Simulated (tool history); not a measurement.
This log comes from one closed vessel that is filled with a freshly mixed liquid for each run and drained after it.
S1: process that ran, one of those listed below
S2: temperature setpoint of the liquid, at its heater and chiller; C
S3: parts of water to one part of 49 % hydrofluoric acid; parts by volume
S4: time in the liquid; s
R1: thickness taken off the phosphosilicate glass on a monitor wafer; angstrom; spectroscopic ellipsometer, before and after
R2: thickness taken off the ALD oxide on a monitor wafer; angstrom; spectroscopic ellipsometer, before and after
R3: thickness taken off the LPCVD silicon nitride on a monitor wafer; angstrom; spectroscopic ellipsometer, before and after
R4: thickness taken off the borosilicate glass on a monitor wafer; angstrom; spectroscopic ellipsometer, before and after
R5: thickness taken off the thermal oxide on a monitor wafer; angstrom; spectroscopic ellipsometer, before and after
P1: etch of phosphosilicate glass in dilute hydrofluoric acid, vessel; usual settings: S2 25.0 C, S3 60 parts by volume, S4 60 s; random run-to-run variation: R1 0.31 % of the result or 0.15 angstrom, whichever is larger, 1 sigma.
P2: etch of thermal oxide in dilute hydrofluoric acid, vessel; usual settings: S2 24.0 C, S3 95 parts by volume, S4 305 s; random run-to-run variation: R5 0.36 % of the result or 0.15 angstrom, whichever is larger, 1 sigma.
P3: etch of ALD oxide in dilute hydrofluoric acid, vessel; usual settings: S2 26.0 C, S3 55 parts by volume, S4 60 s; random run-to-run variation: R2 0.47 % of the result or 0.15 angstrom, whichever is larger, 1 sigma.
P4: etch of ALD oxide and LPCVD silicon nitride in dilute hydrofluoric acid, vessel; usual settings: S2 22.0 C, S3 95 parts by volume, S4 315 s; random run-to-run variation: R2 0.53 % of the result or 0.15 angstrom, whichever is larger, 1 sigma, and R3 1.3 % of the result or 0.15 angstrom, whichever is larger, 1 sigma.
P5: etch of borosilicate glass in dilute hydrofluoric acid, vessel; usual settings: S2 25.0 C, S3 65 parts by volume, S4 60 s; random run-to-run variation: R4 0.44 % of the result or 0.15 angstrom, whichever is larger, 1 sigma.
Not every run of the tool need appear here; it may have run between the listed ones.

run	hour	S1	S2	S3	S4	R1	R2	R3	R4	R5
1	7.1	P1	25.0	60	60	644.81				
2	16.3	P3	26.0	55	105		547.100			
3	23.6	P4	22.0	95	30		34.885	1.3930		
4	31.0	P1	25.0	60	60	644.90				
5	38.3	P3	26.0	30	60		593.370			
6	51.8	P1	25.0	60	60	646.30				
7	65.6	P1	25.0	20	60	2042.90				
8	79.1	P5	25.0	65	100				356.96	
9	90.8	P5	29.5	65	60				258.39	
10	103.2	P1	29.5	60	60	771.09				
11	114.1	P1	18.5	100	60	283.32				
12	124.2	P5	25.0	65	60				214.85	
13	132.6	P1	25.0	85	85	622.62				
14	140.2	P1	25.0	60	60	644.18				
15	149.3	P3	18.5	55	60		231.390			
16	156.7	P1	25.0	60	60	642.82				
17	163.4	P1	25.0	60	110	1184.50				
18	177.4	P1	19.0	60	60	502.21				
19	188.6	P2	24.0	95	305					156.56
20	198.0	P3	26.0	55	60		314.280			
21	210.1	P4	17.0	95	315		295.030	11.2290		
22	221.8	P4	22.0	180	315		174.310	8.4287		
23	233.2	P1	25.0	60	30	322.26				
24	240.4	P4	22.0	95	315		359.170	15.1110		
25	251.4	P5	25.0	65	60				216.16	
26	262.6	P2	24.0	95	305					157.30
27	269.0	P2	24.0	95	580					298.30
28	276.0	P2	17.0	95	305					117.27
29	288.9	P1	25.0	95	60	386.14				
30	297.2	P1	25.0	60	60	647.55				
31	310.1	P1	21.0	25	60	1366.50				
32	320.2	P2	24.0	35	305					458.22
33	331.8	P5	25.0	105	60				128.06	
34	340.0	P1	25.0	60	60	648.54				
35	346.8	P1	25.0	60	60	628.61				
36	356.5	P1	25.0	60	60	612.48				
37	364.2	P1	25.0	60	60	606.62				
38	376.5	P1	25.0	60	60	602.81				
39	384.0	P1	25.0	60	60	600.89				
40	393.8	P1	25.0	60	60	599.10				

What P1 gives has crept away from where it was. These 2 causes fit the log equally well, each at the size given:
A: hydrofluoric acid flow below the setpoint (%) = 6.7
B: liquid colder than its thermometer reads (K) = 1.85
Onset of the creep was near hour 340.0.

Each of the check runs listed below is run on 5 wafers and reports their average, with the results left as question marks. Pick the one under which the possible causes would lead to clearly different results.
check 1	403.6	P5	25.0	65	60				?	
check 2	403.6	P3	26.0	55	60		?			
check 3	403.6	P4	22.0	95	315		?	?		
check 4	403.6	P2	24.0	95	305					?

Check results expected under each cause:
check	result	if A	if B
check 1	R4	200.19	200.27
check 2	R2	291.030	290.920
check 3	R2	335.760	336.370
check 3	R3	14.6290	13.8180
check 4	R5	144.69	145.21
Distance between the nearest two causes, measured in the result of the check that separates them most: check 1 0.04 %; check 2 0.04 %; check 3 5.71 %; check 4 0.36 %
Check 3 is the one run that separates the causes; every other check would come out nearly the same whichever cause is at work.

Then check 3 was run and gave: R2 337.050 angstrom; R3 14.8330 angstrom. Which cause is it?

The cause is A: hydrofluoric acid flow below the setpoint (%).

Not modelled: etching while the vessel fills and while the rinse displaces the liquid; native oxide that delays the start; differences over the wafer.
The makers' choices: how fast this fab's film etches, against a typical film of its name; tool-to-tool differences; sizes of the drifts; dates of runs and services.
